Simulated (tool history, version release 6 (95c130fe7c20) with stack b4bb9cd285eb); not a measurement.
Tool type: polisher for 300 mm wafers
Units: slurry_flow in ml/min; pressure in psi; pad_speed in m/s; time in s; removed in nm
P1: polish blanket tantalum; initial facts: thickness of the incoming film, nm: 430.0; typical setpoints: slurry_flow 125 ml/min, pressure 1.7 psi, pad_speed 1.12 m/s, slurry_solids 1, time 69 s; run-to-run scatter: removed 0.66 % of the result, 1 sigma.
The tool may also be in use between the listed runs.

run	day	slurry_flow	pressure	pad_speed	slurry_solids	time	wafers polished on this pad	hours since the slurry nozzle was cleaned	hours since the head pressure was calibrated	hours since the slurry blender was calibrated	removed
1	0.3	125	1.7	1.12	1	69	361	477.8	344.3	123.6	103.87
2	0.621	125	1.2	1.12	1	43	464	485.5	352	131.3	45.101
3	0.988	180	1.7	1.12	1	69	583	494.3	360.8	140.1	108.47
4	1.321	125	0.8	1.12	1	69	690	502.3	368.8	148.1	47.809
5	1.758	125	1.7	1.12	1	47	831	512.8	379.3	158.6	69.675
6	2.179	125	1.7	1.12	1	69	967	522.9	389.4	168.7	102.09
7	2.529	125	1.7	1.12	1.3	69	1080	531.3	397.8	177.1	110.66
8	2.904	125	1.7	1.12	0.55	69	1201	540.3	406.8	186.1	82.478
9	3.183	75	1.7	1.12	1	69	1291	547	413.5	192.8	89.268
10	3.404	125	2.5	1.12	1	69	1363	552.3	418.8	198.1	151.92
11	3.625	125	1.7	1.12	1	69	1434	557.6	424.1	203.4	102.36
12	4.075	125	1.7	0.5	1	69	1579	568.4	434.9	214.2	46.123
13	4.471	125	1.7	1.12	1	69	1707	577.9	444.4	223.7	102.18
14	4.95	125	1.7	1.12	1	69	1862	589.4	455.9	235.2	102.52
15	5.271	125	1.7	1.12	1	107	1965	597.1	463.6	242.9	157.23
16	5.575	125	1.7	1.12	1	69	2064	604.4	470.9	250.2	102.34

Forecast run 17:
17	5.967	125	1.7	1.78	1	69	2190	613.8	480.3	259.6	?

{"run 17": {"removed": 163.3}}
